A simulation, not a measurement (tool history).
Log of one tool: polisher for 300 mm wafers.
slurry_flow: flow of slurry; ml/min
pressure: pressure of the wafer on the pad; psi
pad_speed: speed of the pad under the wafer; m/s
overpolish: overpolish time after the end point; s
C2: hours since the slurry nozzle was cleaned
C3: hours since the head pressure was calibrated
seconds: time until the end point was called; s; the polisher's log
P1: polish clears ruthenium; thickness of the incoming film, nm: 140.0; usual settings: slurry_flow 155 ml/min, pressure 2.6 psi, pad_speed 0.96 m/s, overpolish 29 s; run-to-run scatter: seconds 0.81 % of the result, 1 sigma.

{"run": 1, "hour": 9.1, "slurry_flow": 155, "pressure": 2.6, "pad_speed": 0.96, "overpolish": 29, "wafers polished on this pad": 810, "C2": 468.7, "C3": 306.6, "seconds": 101.38}
{"run": 2, "hour": 19.5, "slurry_flow": 155, "pressure": 2.6, "pad_speed": 0.96, "overpolish": 29, "wafers polished on this pad": 889, "C2": 479.1, "C3": 317.0, "seconds": 102.04}
{"run": 3, "hour": 35.9, "slurry_flow": 155, "pressure": 3.6, "pad_speed": 0.96, "overpolish": 29, "wafers polished on this pad": 1014, "C2": 495.5, "C3": 333.4, "seconds": 73.091}
{"run": 4, "hour": 48.7, "slurry_flow": 155, "pressure": 2.6, "pad_speed": 0.96, "overpolish": 29, "wafers polished on this pad": 1112, "C2": 508.3, "C3": 346.2, "seconds": 102.31}
{"run": 5, "hour": 63.1, "slurry_flow": 155, "pressure": 2.6, "pad_speed": 0.5, "overpolish": 9, "wafers polished on this pad": 1221, "C2": 522.7, "C3": 360.6, "seconds": 194.35}
{"run": 6, "hour": 73.5, "slurry_flow": 155, "pressure": 2.6, "pad_speed": 1.48, "overpolish": 29, "wafers polished on this pad": 1300, "C2": 533.1, "C3": 371.0, "seconds": 66.138}
{"run": 7, "hour": 91.0, "slurry_flow": 155, "pressure": 2.6, "pad_speed": 0.44, "overpolish": 29, "wafers polished on this pad": 1434, "C2": 550.6, "C3": 388.5, "seconds": 223.52}
{"run": 8, "hour": 108.7, "slurry_flow": 155, "pressure": 2.6, "pad_speed": 0.96, "overpolish": 9, "wafers polished on this pad": 1568, "C2": 568.3, "C3": 406.2, "seconds": 101.74}
{"run": 9, "hour": 122.6, "slurry_flow": 155, "pressure": 2.6, "pad_speed": 0.96, "overpolish": 29, "wafers polished on this pad": 1674, "C2": 582.2, "C3": 420.1, "seconds": 102.5}
{"run": 10, "hour": 140.6, "slurry_flow": 155, "pressure": 2.6, "pad_speed": 0.96, "overpolish": 54, "wafers polished on this pad": 1811, "C2": 600.2, "C3": 438.1, "seconds": 103.06}
{"run": 11, "hour": 154.9, "slurry_flow": 95, "pressure": 2.6, "pad_speed": 0.96, "overpolish": 29, "wafers polished on this pad": 1920, "C2": 614.5, "C3": 452.4, "seconds": 112.55}
{"run": 12, "hour": 170.0, "slurry_flow": 215, "pressure": 2.6, "pad_speed": 0.96, "overpolish": 29, "wafers polished on this pad": 2035, "C2": 629.6, "C3": 467.5, "seconds": 96.537}
{"run": 13, "hour": 180.9, "slurry_flow": 155, "pressure": 2.6, "pad_speed": 0.96, "overpolish": 29, "wafers polished on this pad": 2118, "C2": 640.5, "C3": 478.4, "seconds": 101.56}
{"run": 14, "hour": 200.0, "slurry_flow": 155, "pressure": 1.2, "pad_speed": 0.96, "overpolish": 29, "wafers polished on this pad": 2264, "C2": 659.6, "C3": 497.5, "seconds": 219.13}
{"run": 15, "hour": 219.1, "slurry_flow": 245, "pressure": 2.6, "pad_speed": 0.96, "overpolish": 52, "wafers polished on this pad": 2409, "C2": 678.7, "C3": 516.6, "seconds": 96.49}
{"run": 16, "hour": 228.3, "slurry_flow": 155, "pressure": 2.6, "pad_speed": 0.96, "overpolish": 29, "wafers polished on this pad": 2479, "C2": 687.9, "C3": 525.8, "seconds": 103.53}
{"run": 17, "hour": 247.5, "slurry_flow": 155, "pressure": 2.6, "pad_speed": 0.96, "overpolish": 29, "wafers polished on this pad": 2625, "C2": 707.1, "C3": 545.0, "seconds": 105.42}
{"run": 18, "hour": 258.9, "slurry_flow": 155, "pressure": 2.6, "pad_speed": 0.96, "overpolish": 29, "wafers polished on this pad": 2712, "C2": 718.5, "C3": 556.4, "seconds": 107.47}
{"hour": 264.5, "done": "head pressure recalibrated"}
{"run": 19, "hour": 273.4, "slurry_flow": 155, "pressure": 2.6, "pad_speed": 0.96, "overpolish": 29, "wafers polished on this pad": 2822, "C2": 733.0, "C3": 9.0, "seconds": 108.49}
{"run": 20, "hour": 285.8, "slurry_flow": 155, "pressure": 2.6, "pad_speed": 0.96, "overpolish": 29, "wafers polished on this pad": 2917, "C2": 745.4, "C3": 21.4, "seconds": 109.73}
{"run": 21, "hour": 299.1, "slurry_flow": 155, "pressure": 2.6, "pad_speed": 0.96, "overpolish": 29, "wafers polished on this pad": 3018, "C2": 758.7, "C3": 34.7, "seconds": 109.04}
{"run": 22, "hour": 308.3, "slurry_flow": 155, "pressure": 2.6, "pad_speed": 0.96, "overpolish": 29, "wafers polished on this pad": 3088, "C2": 767.9, "C3": 43.9, "seconds": 108.48}

Forecast run 23:
{"run": 23, "hour": 319.8, "slurry_flow": 155, "pressure": 2.6, "pad_speed": 0.96, "overpolish": 29, "wafers polished on this pad": 3176, "C2": 779.4, "C3": 55.4, "seconds": "?"}

{"run 23": {"seconds": 109.78}}
